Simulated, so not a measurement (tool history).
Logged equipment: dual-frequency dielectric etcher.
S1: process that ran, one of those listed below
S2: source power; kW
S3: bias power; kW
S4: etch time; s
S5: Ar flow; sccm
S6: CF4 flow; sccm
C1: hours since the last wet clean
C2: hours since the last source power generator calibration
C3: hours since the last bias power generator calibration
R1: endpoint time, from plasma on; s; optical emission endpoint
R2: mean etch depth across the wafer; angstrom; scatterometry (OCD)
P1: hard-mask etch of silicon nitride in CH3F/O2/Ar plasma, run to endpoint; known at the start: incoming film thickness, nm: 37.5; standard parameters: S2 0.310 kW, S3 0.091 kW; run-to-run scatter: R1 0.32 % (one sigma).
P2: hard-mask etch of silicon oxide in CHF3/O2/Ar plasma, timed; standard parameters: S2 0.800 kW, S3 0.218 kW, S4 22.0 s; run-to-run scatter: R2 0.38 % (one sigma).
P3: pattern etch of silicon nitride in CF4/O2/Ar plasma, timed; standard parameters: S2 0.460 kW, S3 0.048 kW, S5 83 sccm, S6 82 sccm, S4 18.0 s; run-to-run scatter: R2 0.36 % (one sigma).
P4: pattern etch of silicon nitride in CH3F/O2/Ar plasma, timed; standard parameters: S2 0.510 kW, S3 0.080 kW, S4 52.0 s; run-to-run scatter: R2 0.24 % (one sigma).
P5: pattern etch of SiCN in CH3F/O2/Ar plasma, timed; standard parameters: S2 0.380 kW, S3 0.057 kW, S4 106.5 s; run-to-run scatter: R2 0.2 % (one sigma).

run 1 hour=7.8 | S1=P1 S2=0.310 S3=0.091 | C1=249.3 C2=2028.3 C3=2523.5 | R1=53.808
run 2 hour=12.8 | S1=P5 S2=0.500 S3=0.057 S4=106.5 | C1=254.3 C2=2033.3 C3=2528.5 | R2=396.95
run 3 hour=18.3 | S1=P1 S2=0.310 S3=0.091 | C1=259.8 C2=2038.8 C3=2534.0 | R1=54.172
run 4 hour=24.3 | S1=P2 S2=1.050 S3=0.218 S4=22.0 | C1=265.8 C2=2044.8 C3=2540.0 | R2=581.87
run 5 hour=29.1 | S1=P5 S2=0.380 S3=0.057 S4=106.5 | C1=270.6 C2=2049.6 C3=2544.8 | R2=357.45
run 6 hour=36.8 | S1=P3 S2=0.460 S3=0.048 S4=18.0 S5=83 S6=82 | C1=278.3 C2=2057.3 C3=2552.5 | R2=301.00
run 7 hour=45.3 | S1=P1 S2=0.310 S3=0.091 | C1=286.8 C2=2065.8 C3=2561.0 | R1=53.876
run 8 hour=55.1 | S1=P3 S2=0.460 S3=0.068 S4=18.0 S5=83 S6=82 | C1=296.6 C2=2075.6 C3=2570.8 | R2=345.62
run 9 hour=63.5 | S1=P1 S2=0.310 S3=0.091 | C1=305.0 C2=2084.0 C3=2579.2 | R1=53.867
run 10 hour=70.3 | S1=P4 S2=0.510 S3=0.080 S4=52.0 | C1=311.8 C2=2090.8 C3=2586.0 | R2=423.80
run 11 hour=75.5 | S1=P4 S2=0.510 S3=0.111 S4=52.0 | C1=317.0 C2=2096.0 C3=2591.2 | R2=476.37
run 12 hour=83.2 | S1=P4 S2=0.510 S3=0.080 S4=52.0 | C1=324.7 C2=2103.7 C3=2598.9 | R2=423.19
run 13 hour=90.5 | S1=P1 S2=0.310 S3=0.056 | C1=332.0 C2=2111.0 C3=2606.2 | R1=64.087
run 14 hour=98.3 | S1=P2 S2=0.800 S3=0.141 S4=22.0 | C1=339.8 C2=2118.8 C3=2614.0 | R2=448.70
run 15 hour=105.9 | S1=P2 S2=0.800 S3=0.218 S4=27.5 | C1=347.4 C2=2126.4 C3=2621.6 | R2=655.51
run 16 hour=113.5 | S1=P1 S2=0.250 S3=0.075 | C1=355.0 C2=2134.0 C3=2629.2 | R1=62.565
run 17 hour=118.3 | S1=P5 S2=0.380 S3=0.057 S4=58.5 | C1=359.8 C2=2138.8 C3=2634.0 | R2=196.35
run 18 hour=126.3 | S1=P3 S2=0.560 S3=0.048 S4=18.0 S5=83 S6=82 | C1=367.8 C2=2146.8 C3=2642.0 | R2=356.43
run 19 hour=131.6 | S1=P1 S2=0.310 S3=0.091 | C1=373.1 C2=2152.1 C3=2647.3 | R1=54.059
run 20 hour=139.5 | S1=P2 S2=0.800 S3=0.218 S4=22.0 | C1=381.0 C2=2160.0 C3=2655.2 | R2=524.17
run 21 hour=149.0 | S1=P3 S2=0.460 S3=0.048 S4=18.0 S5=49 S6=82 | C1=390.5 C2=2169.5 C3=2664.7 | R2=318.76
run 22 hour=153.8 | S1=P1 S2=0.310 S3=0.091 | C1=395.3 C2=2174.3 C3=2669.5 | R1=53.620
run 23 hour=162.5 | S1=P3 S2=0.460 S3=0.048 S4=23.0 S5=83 S6=82 | C1=404.0 C2=2183.0 C3=2678.2 | R2=386.14
run 24 hour=171.4 | S1=P1 S2=0.200 S3=0.091 | C1=412.9 C2=2191.9 C3=2687.1 | R1=63.651
run 25 hour=176.7 | S1=P1 S2=0.430 S3=0.091 | C1=418.2 C2=2197.2 C3=2692.4 | R1=47.822
run 26 hour=181.7 | S1=P3 S2=0.460 S3=0.048 S4=18.0 S5=83 S6=57 | C1=423.2 C2=2202.2 C3=2697.4 | R2=287.65
run 27 hour=190.0 | S1=P1 S2=0.310 S3=0.128 | C1=431.5 C2=2210.5 C3=2705.7 | R1=47.367
run 28 hour=196.7 | S1=P4 S2=0.290 S3=0.080 S4=52.0 | C1=438.2 C2=2217.2 C3=2712.4 | R2=340.69
run 29 hour=202.4 | S1=P5 S2=0.380 S3=0.077 S4=106.5 | C1=443.9 C2=2222.9 C3=2718.1 | R2=396.86
run 30 hour=207.7 | S1=P4 S2=0.510 S3=0.080 S4=68.0 | C1=449.2 C2=2228.2 C3=2723.4 | R2=549.35
run 31 hour=216.5 | S1=P1 S2=0.310 S3=0.091 | C1=458.0 C2=2237.0 C3=2732.2 | R1=54.057
run 32 hour=226.4 | S1=P1 S2=0.310 S3=0.091 | C1=467.9 C2=2246.9 C3=2742.1 | R1=53.688
run 33 hour=232.9 | S1=P1 S2=0.310 S3=0.091 | C1=474.4 C2=2253.4 C3=2748.6 | R1=53.654
run 34 hour=242.2 | S1=P1 S2=0.310 S3=0.091 | C1=483.7 C2=2262.7 C3=2757.9 | R1=53.401
run 35 hour=251.3 | S1=P1 S2=0.310 S3=0.091 | C1=492.8 C2=2271.8 C3=2767.0 | R1=53.158
-- hour=259.4 wet clean of the chamber
run 36 hour=261.0 | S1=P1 S2=0.310 S3=0.091 | C1=1.7 C2=2281.5 C3=2776.7 | R1=53.178
run 37 hour=267.2 | S1=P1 S2=0.310 S3=0.091 | C1=7.9 C2=2287.7 C3=2782.9 | R1=53.054
run 38 hour=276.8 | S1=P1 S2=0.310 S3=0.091 | C1=17.5 C2=2297.3 C3=2792.5 | R1=53.147
run 39 hour=284.3 | S1=P1 S2=0.310 S3=0.091 | C1=25.0 C2=2304.8 C3=2800.0 | R1=53.319
run 40 hour=290.7 | S1=P1 S2=0.310 S3=0.091 | C1=31.4 C2=2311.2 C3=2806.4 | R1=52.877

What P1 gives has crept off from where it sat before. The 2 causes that follow fit the log equally well, each at the size noted:
A: bias power that arrives over what is set, % = 4.51
B: source power that arrives over what is set, % = 4.46
The creep began at about hour 216.5.
What rules out each remaining cause:
chamber walls in a state that raises the etch rate, %: serviced after onset, at hour 259.4, with no recovery of the prior output

The 4 check runs listed below each average the results of 2 wafers, and their outcomes are marked with question marks. Under which run would the listed causes produce clearly different results?
run check 1 hour=297.1 | S1=P4 S2=0.510 S3=0.080 S4=52.0 | R2=?
run check 2 hour=297.1 | S1=P3 S2=0.460 S3=0.048 S4=18.0 S5=83 S6=82 | R2=?
run check 3 hour=297.1 | S1=P2 S2=0.800 S3=0.218 S4=22.0 | R2=?
run check 4 hour=297.1 | S1=P5 S2=0.380 S3=0.057 S4=106.5 | R2=?

Outcome of each check run for each possible cause:
check=check_1 result=R2 if_A=429.02 if_B=429.57
check=check_2 result=R2 if_A=306.68 if_B=313.34
check=check_3 result=R2 if_A=529.52 if_B=530.29
check=check_4 result=R2 if_A=362.26 if_B=362.89
Minimum pairwise separation of causes per check, each pair taken at its best-separating result: check 1 0.13 %; check 2 2.15 %; check 3 0.14 %; check 4 0.17 %
Check 2 distinguishes between the causes, while the remaining checks would return nearly the same result for all of them.

With check 2 done, the readings were: R2 307.07 angstrom. Identify which of the listed causes applies.

It was cause A: bias power that arrives over what is set, %.
